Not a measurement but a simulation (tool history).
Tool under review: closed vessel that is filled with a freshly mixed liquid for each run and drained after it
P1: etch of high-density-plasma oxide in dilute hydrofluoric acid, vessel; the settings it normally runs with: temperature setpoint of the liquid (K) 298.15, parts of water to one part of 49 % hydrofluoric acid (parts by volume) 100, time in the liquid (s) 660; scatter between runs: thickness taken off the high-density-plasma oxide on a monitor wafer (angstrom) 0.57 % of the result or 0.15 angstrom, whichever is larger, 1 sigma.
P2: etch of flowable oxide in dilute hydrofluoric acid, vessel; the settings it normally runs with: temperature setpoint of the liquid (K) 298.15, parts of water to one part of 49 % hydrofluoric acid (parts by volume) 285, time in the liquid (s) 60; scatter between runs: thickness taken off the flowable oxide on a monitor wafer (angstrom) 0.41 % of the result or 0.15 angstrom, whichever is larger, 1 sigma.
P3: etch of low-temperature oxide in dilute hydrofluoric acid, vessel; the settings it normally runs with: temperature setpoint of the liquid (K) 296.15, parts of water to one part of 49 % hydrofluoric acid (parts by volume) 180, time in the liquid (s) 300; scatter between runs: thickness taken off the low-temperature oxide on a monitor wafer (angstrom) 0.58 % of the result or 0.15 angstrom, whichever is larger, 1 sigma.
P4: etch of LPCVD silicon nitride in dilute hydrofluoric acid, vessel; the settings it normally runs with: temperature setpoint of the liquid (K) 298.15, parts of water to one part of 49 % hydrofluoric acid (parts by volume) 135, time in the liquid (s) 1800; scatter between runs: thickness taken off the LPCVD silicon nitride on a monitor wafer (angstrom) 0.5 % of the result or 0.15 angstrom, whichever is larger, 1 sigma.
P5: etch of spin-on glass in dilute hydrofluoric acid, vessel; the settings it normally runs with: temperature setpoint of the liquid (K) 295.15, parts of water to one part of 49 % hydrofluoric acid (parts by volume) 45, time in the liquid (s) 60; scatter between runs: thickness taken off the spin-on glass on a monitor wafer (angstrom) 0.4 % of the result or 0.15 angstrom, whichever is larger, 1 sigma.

run	hour	process that ran	temperature setpoint of the liquid (K)	parts of water to one part of 49 % hydrofluoric acid (parts by volume)	time in the liquid (s)	hours since the thermometer was replaced	hours since the hydrofluoric acid flow meter was replaced	thickness taken off the high-density-plasma oxide on a monitor wafer (angstrom)	thickness taken off the spin-on glass on a monitor wafer (angstrom)	thickness taken off the flowable oxide on a monitor wafer (angstrom)	thickness taken off the low-temperature oxide on a monitor wafer (angstrom)	thickness taken off the LPCVD silicon nitride on a monitor wafer (angstrom)
1	10.0	P1	298.15	100	660	367.1	321.7	388.58				
2	18.2	P1	298.15	100	1300	375.3	329.9	762.96				
3	28.5	P5	295.15	45	60	385.6	340.2		463.30			
4	36.4	P2	298.15	285	60	393.5	348.1			57.223		
5	47.7	P1	298.15	100	660	404.8	359.4	385.87				
6	53.6	P1	298.15	100	660	410.7	365.3	386.49				
7	64.3	P1	298.15	25	660	421.4	376.0	1719.10				
8	75.7	P5	290.15	45	60	432.8	387.4		371.42			
9	85.7	P3	296.15	180	120	442.8	397.4				81.09	
10	94.9	P1	298.15	100	200	452.0	406.6	117.02				
11	100.7	P3	296.15	180	300	457.8	412.4				204.50	
12	106.6	P5	295.15	75	60	463.7	418.3		267.84			
13	115.6	P1	298.15	100	660	472.7	427.3	388.42				
14	121.6	P1	298.15	100	660	478.7	433.3	385.33				
15	129.4	P1	291.65	100	660	486.5	441.1	300.38				
16	137.2	P3	290.15	180	300	494.3	448.9				160.85	
17	146.9	P2	292.15	285	60	504.0	458.6			46.265		
18	153.4	P5	295.15	45	30	510.5	465.1		232.42			
19	159.1	P1	293.65	25	660	516.2	470.8	1401.20				
20	170.7	P2	298.15	285	30	527.8	482.4			28.153		
21	179.0	P2	298.15	285	60	536.1	490.7			57.121		
22	185.0	P4	305.15	135	1800	542.1	496.7					105.320
23	193.1	P2	298.15	405	60	550.2	504.8			35.794		
24	200.3	P1	298.15	140	660	557.4	512.0	264.72				
25	210.5	P4	298.15	135	1800	567.6	522.2					68.265
26	217.2	P4	298.15	135	2815	574.3	528.9					106.190
27	228.9	P3	296.15	320	300	586.0	540.6				100.47	
28	240.0	P3	296.15	180	300	597.1	551.7				203.65	
29	248.6	P1	304.15	100	660	605.7	560.3	483.45				
30	254.2	P4	298.15	215	1800	611.3	565.9					43.064
31	264.0	P1	298.15	100	660	621.1	575.7	384.95				
32	270.2	P1	298.15	100	660	627.3	581.9	378.38				
33	276.9	P1	298.15	100	660	634.0	588.6	374.11				
34	286.3	P1	298.15	100	660	643.4	598.0	371.97				
35	297.9	P1	298.15	100	660	655.0	609.6	360.42				
36	305.2	P1	298.15	100	660	662.3	616.9	361.90				
37	311.2	P1	298.15	100	660	668.3	622.9	361.13				
38	320.8	P1	298.15	100	660	677.9	632.5	362.48				
39	327.7	P1	298.15	100	660	684.8	639.4	362.87				
40	339.0	P1	298.15	100	660	696.1	650.7	357.04				

What P1 gives has crept off from where it sat before. The 2 causes that follow fit the log equally well, each at the size noted:
A: liquid colder than its thermometer reads (K) = 1.72
B: hydrofluoric acid flow below the setpoint (%) = 5.83
Creep in the process output first set in at about hour 264.0.

The check runs listed below each take one wafer, and their results are still question marks. Under which run would the listed causes lead to clearly different results?
check 1	350.3	P5	295.15	75	30				?			
check 2	350.3	P4	298.15	135	2655							?
check 3	350.3	P2	293.15	285	60					?		
check 4	350.3	P3	296.15	265	300						?	

What every check run would give for each of its results, assuming each possible cause in turn:
check	result	if A	if B
check 1	thickness taken off the spin-on glass on a monitor wafer (angstrom)	124.47	125.16
check 2	thickness taken off the LPCVD silicon nitride on a monitor wafer (angstrom)	90.208	95.010
check 3	thickness taken off the flowable oxide on a monitor wafer (angstrom)	44.809	44.278
check 4	thickness taken off the low-temperature oxide on a monitor wafer (angstrom)	119.25	117.63
Distance between the nearest two causes, measured in the result of the check that separates them most: check 1 0.55 %; check 2 5.19 %; check 3 1.19 %; check 4 1.37 %
Of the check runs offered, only check 2 discriminates between the causes; the rest would read about the same regardless of which cause applies.

Check 2 was carried out, with these results: thickness taken off the LPCVD silicon nitride on a monitor wafer (angstrom) 89.893. Which of the listed causes is responsible?

The cause is A: liquid colder than its thermometer reads (K).
